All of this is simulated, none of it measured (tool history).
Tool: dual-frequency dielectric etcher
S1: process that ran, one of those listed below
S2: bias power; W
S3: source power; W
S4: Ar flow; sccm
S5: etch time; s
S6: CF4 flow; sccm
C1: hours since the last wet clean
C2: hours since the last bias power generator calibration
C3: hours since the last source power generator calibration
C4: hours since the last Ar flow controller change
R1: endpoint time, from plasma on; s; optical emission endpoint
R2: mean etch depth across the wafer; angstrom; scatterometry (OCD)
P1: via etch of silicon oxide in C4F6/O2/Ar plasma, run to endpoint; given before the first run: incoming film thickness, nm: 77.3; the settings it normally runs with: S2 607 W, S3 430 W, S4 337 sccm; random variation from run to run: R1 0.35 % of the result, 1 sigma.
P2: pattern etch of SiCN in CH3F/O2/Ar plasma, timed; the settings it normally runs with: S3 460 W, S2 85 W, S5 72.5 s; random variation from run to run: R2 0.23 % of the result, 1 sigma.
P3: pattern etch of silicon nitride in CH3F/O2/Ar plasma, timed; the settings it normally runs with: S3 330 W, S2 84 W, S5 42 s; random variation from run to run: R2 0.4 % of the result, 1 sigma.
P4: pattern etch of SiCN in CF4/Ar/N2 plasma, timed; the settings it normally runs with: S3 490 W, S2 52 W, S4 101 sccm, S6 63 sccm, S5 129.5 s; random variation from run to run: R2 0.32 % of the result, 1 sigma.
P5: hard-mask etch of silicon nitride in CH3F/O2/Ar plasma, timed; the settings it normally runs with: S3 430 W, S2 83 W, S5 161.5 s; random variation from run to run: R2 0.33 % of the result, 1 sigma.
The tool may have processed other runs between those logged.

run 1 hour=9.1 | S1=P1 S2=607 S3=430 S4=337 | C1=432.8 C2=405.5 C3=2002.1 C4=2205.8 | R1=15.074
run 2 hour=21.6 | S1=P3 S2=84 S3=330 S5=60.5 | C1=445.3 C2=418 C3=2014.6 C4=2218.3 | R2=413.04
run 3 hour=30 | S1=P1 S2=607 S3=430 S4=337 | C1=453.7 C2=426.4 C3=2023 C4=2226.7 | R1=15.047
run 4 hour=40.9 | S1=P1 S2=607 S3=430 S4=337 | C1=464.6 C2=437.3 C3=2033.9 C4=2237.6 | R1=15.096
run 5 hour=50.5 | S1=P3 S2=104 S3=330 S5=42 | C1=474.2 C2=446.9 C3=2043.5 C4=2247.2 | R2=311.94
run 6 hour=58.6 | S1=P5 S2=83 S3=430 S5=161.5 | C1=482.3 C2=455 C3=2051.6 C4=2255.3 | R2=1178.6
run 7 hour=69.3 | S1=P2 S2=85 S3=460 S5=92 | C1=493 C2=465.7 C3=2062.3 C4=2266 | R2=384.28
run 8 hour=76.6 | S1=P1 S2=607 S3=430 S4=241 | C1=500.3 C2=473 C3=2069.6 C4=2273.3 | R1=14.523
-- hour=78.4 Ar flow controller replaced
run 9 hour=86.5 | S1=P5 S2=83 S3=430 S5=203 | C1=510.2 C2=482.9 C3=2079.5 C4=8.2 | R2=1487.4
run 10 hour=92.3 | S1=P2 S2=85 S3=460 S5=72.5 | C1=516 C2=488.7 C3=2085.3 C4=14 | R2=303.75
run 11 hour=101.2 | S1=P1 S2=607 S3=430 S4=337 | C1=524.9 C2=497.6 C3=2094.2 C4=22.9 | R1=15.072
run 12 hour=110.1 | S1=P5 S2=83 S3=250 S5=161.5 | C1=533.8 C2=506.5 C3=2103.1 C4=31.8 | R2=966.03
run 13 hour=116.1 | S1=P4 S2=52 S3=490 S4=101 S5=129.5 S6=77 | C1=539.8 C2=512.5 C3=2109.1 C4=37.8 | R2=1088.3
run 14 hour=121.8 | S1=P1 S2=607 S3=530 S4=471 | C1=545.5 C2=518.2 C3=2114.8 C4=43.5 | R1=14.574
run 15 hour=129.2 | S1=P1 S2=607 S3=540 S4=337 | C1=552.9 C2=525.6 C3=2122.2 C4=50.9 | R1=13.814
run 16 hour=141.9 | S1=P1 S2=607 S3=430 S4=337 | C1=565.6 C2=538.3 C3=2134.9 C4=63.6 | R1=15.096
run 17 hour=147.7 | S1=P4 S2=52 S3=490 S4=127 S5=129.5 S6=63 | C1=571.4 C2=544.1 C3=2140.7 C4=69.4 | R2=1012.2
run 18 hour=156.1 | S1=P1 S2=806 S3=430 S4=337 | C1=579.8 C2=552.5 C3=2149.1 C4=77.8 | R1=13.544
run 19 hour=164.9 | S1=P2 S2=114 S3=460 S5=72.5 | C1=588.6 C2=561.3 C3=2157.9 C4=86.6 | R2=337.73
-- hour=166.4 bias power generator calibrated
run 20 hour=172 | S1=P3 S2=84 S3=330 S5=42 | C1=595.7 C2=5.7 C3=2165 C4=93.7 | R2=289.58
run 21 hour=183.4 | S1=P2 S2=85 S3=460 S5=72.5 | C1=607.1 C2=17.1 C3=2176.4 C4=105.1 | R2=302.72
run 22 hour=191.5 | S1=P3 S2=84 S3=330 S5=42 | C1=615.2 C2=25.2 C3=2184.5 C4=113.2 | R2=286.63
run 23 hour=199.5 | S1=P1 S2=607 S3=430 S4=337 | C1=623.2 C2=33.2 C3=2192.5 C4=121.2 | R1=15.069
run 24 hour=212.1 | S1=P4 S2=52 S3=490 S4=101 S5=72 S6=63 | C1=635.8 C2=45.8 C3=2205.1 C4=133.8 | R2=583.69
run 25 hour=221.6 | S1=P1 S2=607 S3=430 S4=337 | C1=645.3 C2=55.3 C3=2214.6 C4=143.3 | R1=15.039
run 26 hour=231.8 | S1=P5 S2=105 S3=430 S5=161.5 | C1=655.5 C2=65.5 C3=2224.8 C4=153.5 | R2=1285.1
run 27 hour=239.6 | S1=P4 S2=52 S3=490 S4=101 S5=129.5 S6=63 | C1=663.3 C2=73.3 C3=2232.6 C4=161.3 | R2=1051.2
run 28 hour=249.4 | S1=P1 S2=377 S3=430 S4=337 | C1=673.1 C2=83.1 C3=2242.4 C4=171.1 | R1=18.066
run 29 hour=258.3 | S1=P3 S2=84 S3=400 S5=42 | C1=682 C2=92 C3=2251.3 C4=180 | R2=310.76
run 30 hour=268.3 | S1=P2 S2=85 S3=330 S5=72.5 | C1=692 C2=102 C3=2261.3 C4=190 | R2=266.57
run 31 hour=281.1 | S1=P1 S2=607 S3=430 S4=441 | C1=704.8 C2=114.8 C3=2274.1 C4=202.8 | R1=15.628
run 32 hour=286.8 | S1=P4 S2=71 S3=490 S4=101 S5=129.5 S6=63 | C1=710.5 C2=120.5 C3=2279.8 C4=208.5 | R2=1170.9
run 33 hour=295.7 | S1=P4 S2=52 S3=590 S4=101 S5=129.5 S6=63 | C1=719.4 C2=129.4 C3=2288.7 C4=217.4 | R2=1243.5
run 34 hour=304.9 | S1=P1 S2=607 S3=330 S4=337 | C1=728.6 C2=138.6 C3=2297.9 C4=226.6 | R1=16.481
run 35 hour=313.9 | S1=P4 S2=52 S3=490 S4=101 S5=129.5 S6=63 | C1=737.6 C2=147.6 C3=2306.9 C4=235.6 | R2=1054.2
run 36 hour=323.1 | S1=P1 S2=607 S3=430 S4=337 | C1=746.8 C2=156.8 C3=2316.1 C4=244.8 | R1=15.142
run 37 hour=333.3 | S1=P1 S2=607 S3=430 S4=337 | C1=757 C2=167 C3=2326.3 C4=255 | R1=15.18
run 38 hour=343.7 | S1=P1 S2=607 S3=430 S4=337 | C1=767.4 C2=177.4 C3=2336.7 C4=265.4 | R1=15.255
run 39 hour=353.1 | S1=P1 S2=607 S3=430 S4=337 | C1=776.8 C2=186.8 C3=2346.1 C4=274.8 | R1=15.225
-- hour=361.6 wet clean of the chamber
run 40 hour=362.4 | S1=P1 S2=607 S3=430 S4=337 | C1=0.9 C2=196.1 C3=2355.4 C4=284.1 | R1=15.411
run 41 hour=373.7 | S1=P1 S2=607 S3=430 S4=337 | C1=12.2 C2=207.4 C3=2366.7 C4=295.4 | R1=15.459
run 42 hour=386.3 | S1=P1 S2=607 S3=430 S4=337 | C1=24.8 C2=220 C3=2379.3 C4=308 | R1=15.252
run 43 hour=398 | S1=P1 S2=607 S3=430 S4=337 | C1=36.5 C2=231.7 C3=2391 C4=319.7 | R1=15.398
run 44 hour=407.1 | S1=P1 S2=607 S3=430 S4=337 | C1=45.6 C2=240.8 C3=2400.1 C4=328.8 | R1=15.326
run 45 hour=414.7 | S1=P1 S2=607 S3=430 S4=337 | C1=53.2 C2=248.4 C3=2407.7 C4=336.4 | R1=15.311
run 46 hour=421.3 | S1=P1 S2=607 S3=430 S4=337 | C1=59.8 C2=255 C3=2414.3 C4=343 | R1=15.432
run 47 hour=426.9 | S1=P1 S2=607 S3=430 S4=337 | C1=65.4 C2=260.6 C3=2419.9 C4=348.6 | R1=15.39

The log shows P1 creeping away from where it was. Any of the 2 causes listed here, at the size stated for it, fits the log just as well as the others:
A: bias power that arrives under what is set, % = 4.55
B: source power that arrives under what is set, % = 4.74
The gradual shift began around hour 323.1.
What rules out each remaining cause:
chamber walls in a state that lowers the etch rate, %: maintenance at hour 361.6, after the shift began, did not return the process to its former output
Ar flow that arrives over what is set, %: at most 8, which would move R1 by +0.9 %: too little, or the wrong way

Of the 4 check runs listed below, each run on one wafer and each result written as a question mark, which would let you distinguish the listed causes because they would give clearly different results?
run check 1 hour=432.5 | S1=P4 S2=52 S3=490 S4=101 S5=129.5 S6=63 | R2=?
run check 2 hour=432.5 | S1=P5 S2=83 S3=430 S5=161.5 | R2=?
run check 3 hour=432.5 | S1=P2 S2=85 S3=460 S5=72.5 | R2=?
run check 4 hour=432.5 | S1=P3 S2=84 S3=330 S5=42 | R2=?

Outcome of each check run for each possible cause:
check=check_1 result=R2 if_A=1037.6 if_B=1009.1
check=check_2 result=R2 if_A=1160.6 if_B=1158.4
check=check_3 result=R2 if_A=297.69 if_B=297.3
check=check_4 result=R2 if_A=283.74 if_B=283.32
Distance between the nearest two causes, measured in the result of the check that separates them most: check 1 2.79 %; check 2 0.2 %; check 3 0.13 %; check 4 0.15 %
Only check 1 tells the causes apart: in the others they would give nearly the same result.

Check 1 was then run and gave: R2 1014.1 angstrom. Which cause is it?

It was cause B: source power that arrives under what is set, %.
